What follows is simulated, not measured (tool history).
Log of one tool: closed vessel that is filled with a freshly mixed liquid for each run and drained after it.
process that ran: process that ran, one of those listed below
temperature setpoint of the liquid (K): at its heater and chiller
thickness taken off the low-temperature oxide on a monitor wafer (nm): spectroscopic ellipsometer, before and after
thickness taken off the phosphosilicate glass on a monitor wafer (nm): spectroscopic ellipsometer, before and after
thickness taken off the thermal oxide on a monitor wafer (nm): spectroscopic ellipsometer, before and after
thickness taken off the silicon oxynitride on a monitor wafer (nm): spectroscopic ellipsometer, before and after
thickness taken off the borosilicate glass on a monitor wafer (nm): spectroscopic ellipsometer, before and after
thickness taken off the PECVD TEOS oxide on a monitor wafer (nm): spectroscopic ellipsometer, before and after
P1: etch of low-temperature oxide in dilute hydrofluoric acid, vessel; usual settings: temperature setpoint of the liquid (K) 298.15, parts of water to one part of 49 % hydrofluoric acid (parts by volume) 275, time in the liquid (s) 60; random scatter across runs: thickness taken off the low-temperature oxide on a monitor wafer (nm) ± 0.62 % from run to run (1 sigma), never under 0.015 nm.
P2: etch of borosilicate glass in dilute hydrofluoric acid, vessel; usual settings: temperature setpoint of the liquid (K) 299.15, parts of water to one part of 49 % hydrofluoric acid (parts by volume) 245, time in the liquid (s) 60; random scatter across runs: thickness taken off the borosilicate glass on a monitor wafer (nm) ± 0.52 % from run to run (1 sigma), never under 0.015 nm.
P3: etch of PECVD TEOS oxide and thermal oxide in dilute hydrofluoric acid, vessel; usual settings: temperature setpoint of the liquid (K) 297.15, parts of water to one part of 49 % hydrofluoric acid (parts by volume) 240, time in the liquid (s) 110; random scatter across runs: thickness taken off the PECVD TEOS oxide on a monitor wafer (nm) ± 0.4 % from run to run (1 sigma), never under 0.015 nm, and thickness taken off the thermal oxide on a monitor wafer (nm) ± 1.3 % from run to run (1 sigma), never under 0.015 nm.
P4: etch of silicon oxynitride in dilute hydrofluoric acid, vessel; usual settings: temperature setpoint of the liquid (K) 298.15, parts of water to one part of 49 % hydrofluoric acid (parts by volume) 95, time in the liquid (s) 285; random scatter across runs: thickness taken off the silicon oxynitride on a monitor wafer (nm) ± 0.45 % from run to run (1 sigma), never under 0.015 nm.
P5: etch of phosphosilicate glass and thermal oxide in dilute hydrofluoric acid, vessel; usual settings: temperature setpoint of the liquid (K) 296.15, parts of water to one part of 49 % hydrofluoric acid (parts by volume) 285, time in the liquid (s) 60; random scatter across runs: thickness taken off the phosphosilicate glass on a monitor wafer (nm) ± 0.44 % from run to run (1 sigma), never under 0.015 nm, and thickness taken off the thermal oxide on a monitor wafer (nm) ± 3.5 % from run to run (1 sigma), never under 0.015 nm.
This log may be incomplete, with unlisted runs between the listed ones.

run,day,process that ran,temperature setpoint of the liquid (K),parts of water to one part of 49 % hydrofluoric acid (parts by volume),time in the liquid (s),hours since the thermometer was replaced,hours since the hydrofluoric acid flow meter was replaced,thickness taken off the low-temperature oxide on a monitor wafer (nm),thickness taken off the phosphosilicate glass on a monitor wafer (nm),thickness taken off the thermal oxide on a monitor wafer (nm),thickness taken off the silicon oxynitride on a monitor wafer (nm),thickness taken off the borosilicate glass on a monitor wafer (nm),thickness taken off the PECVD TEOS oxide on a monitor wafer (nm)
1,0.138,P1,298.15,275,60,2059.6,353.8,3.9602,,,,,
2,0.325,P5,296.15,430,60,2064.1,358.3,,16.816,0.45103,,,
3,0.454,P4,298.15,95,135,2067.2,361.4,,,,3.2543,,
4,0.600,P1,298.15,275,30,2070.7,364.9,2.0054,,,,,
5,0.717,P2,307.15,245,60,2073.5,367.7,,,,,10.7240,
6,0.842,P1,305.15,275,60,2076.5,370.7,5.0477,,,,,
7,1.012,P5,296.15,285,60,2080.6,374.8,,29.018,0.79549,,,
8,1.196,P5,290.15,285,60,2085.0,379.2,,23.055,0.61155,,,
9,1.333,P1,293.15,275,85,2088.3,382.5,4.7137,,,,,
10,1.433,P1,298.15,275,115,2090.7,384.9,7.6221,,,,,
11,1.546,P1,298.15,275,60,2093.4,387.6,3.9690,,,,,
12,1.733,P1,298.15,275,60,2097.9,392.1,3.9751,,,,,
13,1.862,P1,298.15,405,60,2101.0,395.2,2.3972,,,,,
14,2.058,P3,297.15,240,110,2105.7,399.9,,,1.92330,,,8.2080
15,2.283,P4,298.15,95,285,2111.1,405.3,,,,6.8004,,
16,2.512,P3,297.15,385,110,2116.6,410.8,,,1.04700,,,4.4560
# day 2.646: thermometer replaced
17,2.700,P1,298.15,45,60,1.3,415.3,31.6980,,,,,
18,2.821,P3,305.65,240,110,4.2,418.2,,,2.56750,,,11.0390
19,2.950,P4,298.15,55,285,7.3,421.3,,,,12.1640,,
20,3.088,P4,298.15,95,285,10.6,424.6,,,,6.8143,,
21,3.217,P2,299.15,245,60,13.7,427.7,,,,,8.1401,
22,3.392,P5,296.15,285,30,17.9,431.9,,14.457,0.33912,,,
23,3.500,P1,298.15,275,60,20.5,434.5,3.9857,,,,,
24,3.662,P2,299.15,245,115,24.4,438.4,,,,,15.8420,
25,3.779,P1,298.15,275,60,27.2,441.2,3.9234,,,,,
26,3.979,P5,296.15,285,60,32.0,446.0,,29.007,0.84285,,,
27,4.129,P2,299.15,120,60,35.6,449.6,,,,,19.4960,
28,4.358,P3,297.15,240,55,41.1,455.1,,,0.96167,,,4.1502
29,4.500,P1,298.15,275,60,44.5,458.5,4.0036,,,,,
30,4.662,P1,291.15,275,60,48.4,462.4,3.0948,,,,,
31,4.842,P4,292.15,95,285,52.7,466.7,,,,5.0779,,
32,5.050,P1,298.15,275,60,57.7,471.7,4.0081,,,,,
33,5.217,P1,298.15,275,60,61.7,475.7,3.8808,,,,,
34,5.379,P1,298.15,275,60,65.6,479.6,3.9185,,,,,
35,5.558,P1,298.15,275,60,69.9,483.9,3.8285,,,,,
36,5.696,P1,298.15,275,60,73.2,487.2,3.8177,,,,,
37,5.862,P1,298.15,275,60,77.2,491.2,3.7249,,,,,

Forecast run 38:
38,6.050,P1,298.15,275,60,81.7,495.7,?,,,,,

{"run 38": {"thickness taken off the low-temperature oxide on a monitor wafer (nm)": 3.7658}}
